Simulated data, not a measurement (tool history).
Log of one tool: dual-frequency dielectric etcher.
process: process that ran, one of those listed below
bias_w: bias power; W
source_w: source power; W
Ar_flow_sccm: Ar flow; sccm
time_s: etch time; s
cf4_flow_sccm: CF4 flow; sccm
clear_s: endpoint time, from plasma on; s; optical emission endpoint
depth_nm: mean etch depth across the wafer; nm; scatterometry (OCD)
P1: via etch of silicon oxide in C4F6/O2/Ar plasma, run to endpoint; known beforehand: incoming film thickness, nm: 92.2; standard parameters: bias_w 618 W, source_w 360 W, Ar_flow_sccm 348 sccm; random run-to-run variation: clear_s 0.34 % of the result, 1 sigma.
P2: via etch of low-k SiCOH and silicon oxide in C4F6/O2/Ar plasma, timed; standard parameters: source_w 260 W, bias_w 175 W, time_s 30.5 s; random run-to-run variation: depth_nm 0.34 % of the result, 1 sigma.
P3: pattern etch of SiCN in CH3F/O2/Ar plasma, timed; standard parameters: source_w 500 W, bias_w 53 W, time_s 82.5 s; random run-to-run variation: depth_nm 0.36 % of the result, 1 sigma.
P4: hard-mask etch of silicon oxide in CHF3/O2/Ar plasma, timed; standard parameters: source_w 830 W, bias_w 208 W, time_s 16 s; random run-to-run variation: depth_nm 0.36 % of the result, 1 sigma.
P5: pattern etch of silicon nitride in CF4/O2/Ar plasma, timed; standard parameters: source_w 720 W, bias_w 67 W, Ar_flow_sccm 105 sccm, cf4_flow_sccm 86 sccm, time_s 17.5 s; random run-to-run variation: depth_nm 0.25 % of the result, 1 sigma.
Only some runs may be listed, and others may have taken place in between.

run   hour  process  bias_w  source_w  Ar_flow_sccm  time_s  cf4_flow_sccm  hours since the last wet clean  hours since the last bias power generator calibration  hours since the last source power generator calibration  hours since the last Ar flow controller change  clear_s  depth_nm
  1    5.8       P1     618       360           348                                                  392.6                                                 2383.5                                                   2708.2                                          1273.7   20.165
  2   13.3       P2     175       350                  30.5                                          400.1                                                   2391                                                   2715.7                                          1281.2             65.322
  3   18.9       P1     618       240           348                                                  405.7                                                 2396.6                                                   2721.3                                          1286.8   23.342
  4   26.2       P4     208       830                    16                                            413                                                 2403.9                                                   2728.6                                          1294.1             37.899
  5     33       P2     175       260                    42                                          419.8                                                 2410.7                                                   2735.4                                          1300.9             80.134
  6   38.5       P5      67       720           105    17.5            123                           425.3                                                 2416.2                                                   2740.9                                          1306.4             51.273
  7     46       P1     618       360           348                                                  432.8                                                 2423.7                                                   2748.4                                          1313.9   20.072
  8   53.3       P1     466       360           348                                                  440.1                                                   2431                                                   2755.7                                          1321.2   22.233
  9   57.6       P2     175       260                  30.5                                          444.4                                                 2435.3                                                     2760                                          1325.5             58.289
 10   63.6       P1     618       360           274                                                  450.4                                                 2441.3                                                     2766                                          1331.5   19.567
 11   69.3       P1     618       490           348                                                  456.1                                                   2447                                                   2771.7                                          1337.2   17.922
 12     75       P3      33       500                  82.5                                          461.8                                                 2452.7                                                   2777.4                                          1342.9               25.7
 13   80.9       P5      67       720           105    17.5             86                           467.7                                                 2458.6                                                   2783.3                                          1348.8             49.409
 14   86.1       P5      48       720           105    17.5             86                           472.9                                                 2463.8                                                   2788.5                                            1354             43.233
 15   93.1       P5      67       720           105    17.5             86                           479.9                                                 2470.8                                                   2795.5                                            1361             49.101
 16  100.7       P4     208      1150                    16                                          487.5                                                 2478.4                                                   2803.1                                          1368.6             42.833
 17    108       P5      67       450           105    17.5             86                           494.8                                                 2485.7                                                   2810.4                                          1375.9             32.791
     110.6  -- wet clean of the chamber
 18  114.5       P1     408       360           219                                                    3.9                                                 2492.2                                                   2816.9                                          1382.4   22.421
 19  121.4       P1     618       230           404                                                   10.8                                                 2499.1                                                   2823.8                                          1389.3   24.141
 20  128.9       P2     126       260                  30.5                                           18.3                                                 2506.6                                                   2831.3                                          1396.8             52.763
       133  -- bias power generator calibrated
 21    135       P5      67       720           105      12             86                            24.4                                                    2.1                                                   2837.4                                          1402.9             33.677
 22    141       P4     208       830                     9                                           30.4                                                    8.1                                                   2843.4                                          1408.9             21.421
 23  146.7       P1     750       360           348                                                   36.1                                                   13.8                                                   2849.1                                          1414.6   18.699
 24  152.2       P4     282       830                    16                                           41.6                                                   19.3                                                   2854.6                                          1420.1             41.964
       155  -- source power generator calibrated
 25  155.7       P5      67       720           147    17.5             86                            45.1                                                   22.8                                                      0.7                                          1423.6             47.304

Predict the results of run 26:
 26  162.5       P3      53       500                  82.5                                           51.9                                                   29.6                                                      7.5                                          1430.4                  ?

Run 26 produced depth_nm 29.479 nm.
